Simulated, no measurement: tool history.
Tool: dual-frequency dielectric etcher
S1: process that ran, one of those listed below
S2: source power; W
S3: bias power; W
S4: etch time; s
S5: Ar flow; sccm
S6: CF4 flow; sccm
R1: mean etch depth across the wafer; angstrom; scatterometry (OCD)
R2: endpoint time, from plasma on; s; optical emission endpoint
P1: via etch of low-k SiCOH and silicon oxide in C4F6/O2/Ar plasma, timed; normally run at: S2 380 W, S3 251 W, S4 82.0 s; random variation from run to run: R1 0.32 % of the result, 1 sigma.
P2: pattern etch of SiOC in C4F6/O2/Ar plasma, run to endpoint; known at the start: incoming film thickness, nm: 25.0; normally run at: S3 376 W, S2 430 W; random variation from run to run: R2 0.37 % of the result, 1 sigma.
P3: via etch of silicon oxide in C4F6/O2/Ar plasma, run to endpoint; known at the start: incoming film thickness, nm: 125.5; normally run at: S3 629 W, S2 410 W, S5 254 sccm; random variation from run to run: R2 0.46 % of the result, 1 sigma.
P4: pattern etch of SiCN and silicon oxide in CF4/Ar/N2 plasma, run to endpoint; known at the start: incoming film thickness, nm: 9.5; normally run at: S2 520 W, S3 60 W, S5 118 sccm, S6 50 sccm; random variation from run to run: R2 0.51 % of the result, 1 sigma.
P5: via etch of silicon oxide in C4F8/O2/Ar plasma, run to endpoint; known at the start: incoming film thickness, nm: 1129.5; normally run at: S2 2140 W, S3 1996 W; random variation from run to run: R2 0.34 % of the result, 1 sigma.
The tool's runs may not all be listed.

run	day	S1	S2	S3	S4	S5	S6	R1	R2
1	0.375	P1	380	251	82.0			2567.3	
2	0.858	P1	380	251	82.0			2542.3	
3	1.292	P4	520	60		118	50		11.2910
4	1.921	P4	330	60		118	50		16.8260
5	2.475	P3	410	629		325			25.7840
6	3.100	P2	250	376					10.9520
7	3.646	P1	380	251	82.0			2563.7	
8	4.058	P1	380	309	103.5			3475.4	
# day 4.442: bias power generator calibrated
9	4.608	P3	530	629		254			23.0090
10	5.092	P2	430	286					9.8198
11	5.588	P4	520	60		155	50		11.8070
12	6.179	P5	2140	1996					217.1800
13	6.504	P3	410	629		254			25.1970
14	6.979	P1	380	251	82.0			2558.9	
15	7.579	P1	380	251	122.5			3814.0	
16	8.108	P5	2140	2603					201.2500
17	8.412	P3	410	791		254			22.9830
18	8.717	P3	410	629		254			24.9120
19	9.083	P5	2940	1996					190.8300
20	9.421	P1	260	251	82.0			2222.4	
21	10.025	P4	520	38		118	50		13.1500
22	10.429	P1	380	168	82.0			2231.4	
23	11.000	P1	380	251	82.0			2562.6	
24	11.429	P1	550	251	82.0			2933.4	
25	11.871	P1	380	251	53.5			1669.3	
26	12.362	P4	520	60		118	33		12.2610
27	12.950	P1	380	310	82.0			2745.6	
28	13.338	P2	430	376					8.9873
29	13.754	P1	380	251	82.0			2554.9	
30	14.079	P1	380	251	82.0			2572.3	
31	14.367	P1	380	251	82.0			2572.5	
32	14.729	P1	380	251	82.0			2588.6	
33	15.146	P1	380	251	82.0			2594.2	
34	15.638	P1	380	251	82.0			2595.6	
# day 15.779: wet clean of the chamber
35	16.025	P1	380	251	82.0			2619.4	
36	16.592	P1	380	251	82.0			2598.0	
37	16.942	P1	380	251	82.0			2601.8	
38	17.521	P1	380	251	82.0			2615.0	

What P1 gives has crept away from where it was. These 2 causes fit the log equally well, each at the size given:
A: source power that arrives over what is set, % = 4.34
B: bias power that arrives over what is set, % = 4.88
The creep began at about day 13.754.
Why every other cause is out:
chamber walls in a state that raises the etch rate, %: serviced at day 15.779, which brought nothing back

4 check runs are offered, each on 5 wafers whose results are averaged, their results left as question marks. Which one tells the causes apart?
check 1	18.100	P3	410	774		296			?
check 2	18.100	P5	2140	2300					?
check 3	18.100	P4	360	60		118	50		?
check 4	18.100	P2	430	318					?

What each check would give under each cause:
check	result	if A	if B
check 1	R2	23.2120	23.1310
check 2	R2	204.6500	205.2300
check 3	R2	15.0330	15.3370
check 4	R2	9.3742	9.3695
How far apart the two closest causes lie, in the result that separates them most: check 1 0.35 %; check 2 0.28 %; check 3 2 %; check 4 0.05 %
Only check 3 tells the causes apart: in the others they would give nearly the same result.

Check 3 was then run and gave: R2 15.3300 s. Which cause is it?

It is B: bias power that arrives over what is set, %.
